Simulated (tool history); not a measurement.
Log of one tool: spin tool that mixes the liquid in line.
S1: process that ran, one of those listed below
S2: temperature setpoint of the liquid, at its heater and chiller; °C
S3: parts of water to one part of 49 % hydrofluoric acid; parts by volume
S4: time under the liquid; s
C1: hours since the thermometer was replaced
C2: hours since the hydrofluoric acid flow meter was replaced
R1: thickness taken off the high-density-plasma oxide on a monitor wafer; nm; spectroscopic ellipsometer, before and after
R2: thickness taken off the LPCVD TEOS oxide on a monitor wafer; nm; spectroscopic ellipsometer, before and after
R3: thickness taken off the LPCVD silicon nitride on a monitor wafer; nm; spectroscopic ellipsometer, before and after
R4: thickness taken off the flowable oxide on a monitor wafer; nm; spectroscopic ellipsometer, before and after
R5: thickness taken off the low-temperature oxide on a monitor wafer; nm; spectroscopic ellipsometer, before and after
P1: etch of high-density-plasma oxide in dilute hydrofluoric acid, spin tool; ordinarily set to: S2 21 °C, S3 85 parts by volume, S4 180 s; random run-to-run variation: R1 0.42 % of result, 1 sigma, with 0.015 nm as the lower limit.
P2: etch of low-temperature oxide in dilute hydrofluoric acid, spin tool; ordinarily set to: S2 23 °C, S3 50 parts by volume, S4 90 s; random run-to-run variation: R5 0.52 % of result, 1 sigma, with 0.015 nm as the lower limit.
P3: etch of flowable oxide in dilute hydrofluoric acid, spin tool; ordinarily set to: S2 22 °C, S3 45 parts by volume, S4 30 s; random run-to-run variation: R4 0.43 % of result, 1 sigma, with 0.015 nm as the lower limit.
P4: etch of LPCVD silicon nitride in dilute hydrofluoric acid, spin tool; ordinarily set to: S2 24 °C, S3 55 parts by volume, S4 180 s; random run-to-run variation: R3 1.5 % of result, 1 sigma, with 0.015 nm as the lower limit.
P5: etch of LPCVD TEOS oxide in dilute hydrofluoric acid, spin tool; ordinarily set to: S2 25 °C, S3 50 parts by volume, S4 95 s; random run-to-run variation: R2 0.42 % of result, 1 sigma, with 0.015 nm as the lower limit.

{"run": 1, "hour": 6.9, "S1": "P1", "S2": 21, "S3": 85, "S4": 180, "C1": 737.4, "C2": 293.9, "R1": 12.474}
{"run": 2, "hour": 17.7, "S1": "P5", "S2": 25, "S3": 70, "S4": 95, "C1": 748.2, "C2": 304.7, "R2": 24.517}
{"run": 3, "hour": 29.8, "S1": "P1", "S2": 21, "S3": 20, "S4": 180, "C1": 760.3, "C2": 316.8, "R1": 57.962}
{"run": 4, "hour": 43.3, "S1": "P5", "S2": 25, "S3": 50, "S4": 25, "C1": 773.8, "C2": 330.3, "R2": 9.2986}
{"run": 5, "hour": 57.7, "S1": "P4", "S2": 24, "S3": 55, "S4": 365, "C1": 788.2, "C2": 344.7, "R3": 2.9341}
{"run": 6, "hour": 67.4, "S1": "P4", "S2": 24, "S3": 55, "S4": 180, "C1": 797.9, "C2": 354.4, "R3": 1.4386}
{"run": 7, "hour": 78.3, "S1": "P3", "S2": 22, "S3": 45, "S4": 30, "C1": 808.8, "C2": 365.3, "R4": 33.252}
{"run": 8, "hour": 85.7, "S1": "P2", "S2": 23, "S3": 20, "S4": 90, "C1": 816.2, "C2": 372.7, "R5": 105.2}
{"run": 9, "hour": 92.1, "S1": "P2", "S2": 30, "S3": 50, "S4": 90, "C1": 822.6, "C2": 379.1, "R5": 53.316}
{"run": 10, "hour": 101.5, "S1": "P1", "S2": 21, "S3": 85, "S4": 60, "C1": 832, "C2": 388.5, "R1": 4.1763}
{"run": 11, "hour": 114.2, "S1": "P2", "S2": 23, "S3": 50, "S4": 90, "C1": 844.7, "C2": 401.2, "R5": 40.192}
{"run": 12, "hour": 127.3, "S1": "P1", "S2": 21, "S3": 85, "S4": 360, "C1": 857.8, "C2": 414.3, "R1": 24.937}
{"run": 13, "hour": 136.1, "S1": "P4", "S2": 30.5, "S3": 55, "S4": 180, "C1": 866.6, "C2": 423.1, "R3": 2.16}
{"run": 14, "hour": 144.2, "S1": "P3", "S2": 22, "S3": 80, "S4": 30, "C1": 874.7, "C2": 431.2, "R4": 17.999}
{"run": 15, "hour": 155.0, "S1": "P5", "S2": 25, "S3": 50, "S4": 95, "C1": 885.5, "C2": 442, "R2": 35.296}
{"run": 16, "hour": 162.6, "S1": "P1", "S2": 17, "S3": 60, "S4": 180, "C1": 893.1, "C2": 449.6, "R1": 15.551}
{"run": 17, "hour": 173.7, "S1": "P1", "S2": 28.5, "S3": 60, "S4": 180, "C1": 904.2, "C2": 460.7, "R1": 24.768}
{"run": 18, "hour": 182.1, "S1": "P5", "S2": 32.5, "S3": 50, "S4": 95, "C1": 912.6, "C2": 469.1, "R2": 47.573}
{"run": 19, "hour": 196.6, "S1": "P4", "S2": 24, "S3": 20, "S4": 180, "C1": 927.1, "C2": 483.6, "R3": 3.9307}
{"run": 20, "hour": 206.6, "S1": "P1", "S2": 21, "S3": 145, "S4": 180, "C1": 937.1, "C2": 493.6, "R1": 6.8536}
{"run": 21, "hour": 218.1, "S1": "P3", "S2": 30, "S3": 45, "S4": 30, "C1": 948.6, "C2": 505.1, "R4": 46.321}
{"run": 22, "hour": 232.4, "S1": "P1", "S2": 28.5, "S3": 145, "S4": 180, "C1": 962.9, "C2": 519.4, "R1": 9.1281}
{"run": 23, "hour": 243.9, "S1": "P1", "S2": 21, "S3": 85, "S4": 180, "C1": 974.4, "C2": 530.9, "R1": 12.483}
{"run": 24, "hour": 256.4, "S1": "P2", "S2": 23, "S3": 50, "S4": 130, "C1": 986.9, "C2": 543.4, "R5": 58.15}
{"run": 25, "hour": 264.3, "S1": "P1", "S2": 21, "S3": 85, "S4": 180, "C1": 994.8, "C2": 551.3, "R1": 12.501}
{"run": 26, "hour": 275.9, "S1": "P1", "S2": 17, "S3": 85, "S4": 180, "C1": 1006.4, "C2": 562.9, "R1": 10.59}
{"run": 27, "hour": 284.4, "S1": "P1", "S2": 21, "S3": 85, "S4": 180, "C1": 1014.9, "C2": 571.4, "R1": 12.537}
{"run": 28, "hour": 294.2, "S1": "P1", "S2": 21, "S3": 85, "S4": 180, "C1": 1024.7, "C2": 581.2, "R1": 12.521}
{"run": 29, "hour": 307.6, "S1": "P3", "S2": 22, "S3": 45, "S4": 45, "C1": 1038.1, "C2": 594.6, "R4": 50.222}
{"run": 30, "hour": 317.3, "S1": "P1", "S2": 21, "S3": 85, "S4": 180, "C1": 1047.8, "C2": 604.3, "R1": 12.499}
{"run": 31, "hour": 328.5, "S1": "P1", "S2": 27, "S3": 85, "S4": 180, "C1": 1059, "C2": 615.5, "R1": 15.974}
{"run": 32, "hour": 337.9, "S1": "P3", "S2": 22, "S3": 45, "S4": 30, "C1": 1068.4, "C2": 624.9, "R4": 33.428}
{"run": 33, "hour": 351.0, "S1": "P1", "S2": 21, "S3": 85, "S4": 180, "C1": 1081.5, "C2": 638, "R1": 12.51}
{"run": 34, "hour": 357.5, "S1": "P1", "S2": 21, "S3": 85, "S4": 180, "C1": 1088, "C2": 644.5, "R1": 12.781}
{"run": 35, "hour": 364.3, "S1": "P1", "S2": 21, "S3": 85, "S4": 180, "C1": 1094.8, "C2": 651.3, "R1": 12.916}
{"run": 36, "hour": 376.8, "S1": "P1", "S2": 21, "S3": 85, "S4": 180, "C1": 1107.3, "C2": 663.8, "R1": 13.271}
{"run": 37, "hour": 384.3, "S1": "P1", "S2": 21, "S3": 85, "S4": 180, "C1": 1114.8, "C2": 671.3, "R1": 13.45}
{"run": 38, "hour": 397.1, "S1": "P1", "S2": 21, "S3": 85, "S4": 180, "C1": 1127.6, "C2": 684.1, "R1": 13.436}
{"run": 39, "hour": 411.6, "S1": "P1", "S2": 21, "S3": 85, "S4": 180, "C1": 1142.1, "C2": 698.6, "R1": 13.535}
{"run": 40, "hour": 419.9, "S1": "P1", "S2": 21, "S3": 85, "S4": 180, "C1": 1150.4, "C2": 706.9, "R1": 13.594}
{"run": 41, "hour": 431.8, "S1": "P1", "S2": 21, "S3": 85, "S4": 180, "C1": 1162.3, "C2": 718.8, "R1": 13.534}
{"run": 42, "hour": 440.8, "S1": "P1", "S2": 21, "S3": 85, "S4": 180, "C1": 1171.3, "C2": 727.8, "R1": 13.6}
{"run": 43, "hour": 450.2, "S1": "P1", "S2": 21, "S3": 85, "S4": 180, "C1": 1180.7, "C2": 737.2, "R1": 13.727}

The log shows P1 creeping away from where it was. Any of the 2 causes listed here, at the size stated for it, fits the log just as well as the others:
A: hydrofluoric acid flow above the setpoint (%) = 7.47
B: liquid hotter than its thermometer reads (K) = 1.94
At approximately hour 351, the process output began to creep.

Of the 4 check runs below, each run on 5 wafers with the results averaged and each result still a question mark, which one would tell the listed causes apart?
{"run": "check 1", "hour": 459.6, "S1": "P2", "S2": 28.5, "S3": 25, "S4": 90, "R5": "?"}
{"run": "check 2", "hour": 459.6, "S1": "P5", "S2": 32, "S3": 50, "S4": 95, "R2": "?"}
{"run": "check 3", "hour": 459.6, "S1": "P4", "S2": 29.5, "S3": 55, "S4": 270, "R3": "?"}
{"run": "check 4", "hour": 459.6, "S1": "P3", "S2": 22, "S3": 75, "S4": 30, "R4": "?"}

What every check run would give for each of its results, assuming each possible cause in turn:
check=check_1 result=R5 if_A=112.79 if_B=113.19
check=check_2 result=R2 if_A=50.36 if_B=50.187
check=check_3 result=R3 if_A=3.3394 if_B=3.5213
check=check_4 result=R4 if_A=20.852 if_B=20.865
Smallest distance between any two causes, each pair judged by its most separating result, in per cent: check 1 0.35 %; check 2 0.34 %; check 3 5.31 %; check 4 0.06 %
Of the check runs offered, only check 3 discriminates between the causes; the rest would read about the same regardless of which cause applies.

Then check 3 was run and gave: R3 3.5011 nm. Which cause is it?

The correct cause is B, namely: liquid hotter than its thermometer reads (K).

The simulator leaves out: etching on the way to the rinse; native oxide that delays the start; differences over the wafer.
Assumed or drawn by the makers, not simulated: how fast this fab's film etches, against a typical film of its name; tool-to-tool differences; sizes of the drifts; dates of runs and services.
